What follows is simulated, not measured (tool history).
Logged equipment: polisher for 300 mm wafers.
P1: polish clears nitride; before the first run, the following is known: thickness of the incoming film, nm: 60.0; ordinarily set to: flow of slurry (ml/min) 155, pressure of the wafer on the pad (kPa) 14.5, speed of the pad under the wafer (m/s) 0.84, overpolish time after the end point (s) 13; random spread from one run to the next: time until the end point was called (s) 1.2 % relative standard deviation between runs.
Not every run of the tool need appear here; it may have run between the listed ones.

run	hour	flow of slurry (ml/min)	pressure of the wafer on the pad (kPa)	speed of the pad under the wafer (m/s)	overpolish time after the end point (s)	wafers polished on this pad	hours since the slurry nozzle was cleaned	hours since the head pressure was calibrated	time until the end point was called (s)
1	13.9	155	14.5	0.84	13	297	108.1	277.8	96.116
2	30	205	14.5	0.84	4	440	124.2	293.9	89.991
3	47.4	155	14.5	0.84	7	595	141.6	311.3	94.386
4	60.5	155	14.5	0.84	13	712	154.7	324.4	93.579
5	69.9	155	21.4	0.84	13	796	164.1	333.8	63.94
6	79.3	155	6.2	0.84	13	880	173.5	343.2	220.38
7	93.3	155	14.5	0.6	13	1004	187.5	357.2	131.22
8	110.2	155	14.5	0.84	13	1155	204.4	374.1	93.07
9	127.1	155	14.5	0.84	13	1306	221.3	391	94.832
10	141.7	155	14.5	0.84	13	1436	235.9	405.6	94.07
11	150.5	240	14.5	0.84	13	1514	244.7	414.4	89.187
12	168.1	155	14.5	1.26	13	1671	262.3	432	63
13	178.5	155	14.5	0.84	25	1764	272.7	442.4	94.019
14	194.8	95	14.5	0.84	13	1909	289	458.7	103.75
15	209.6	155	14.5	0.84	13	2041	303.8	473.5	93.109
16	218.1	155	14.5	0.84	13	2117	312.3	482	94.272
17	236.5	155	14.5	0.84	13	2281	330.7	500.4	99.22
18	245.7	155	14.5	0.84	13	2363	339.9	509.6	98.547

Run 19 comes next. What will it give?
19	257.5	155	14.5	0.84	13	2468	351.7	521.4	?

Run 19 came out at time until the end point was called (s) 100.78.
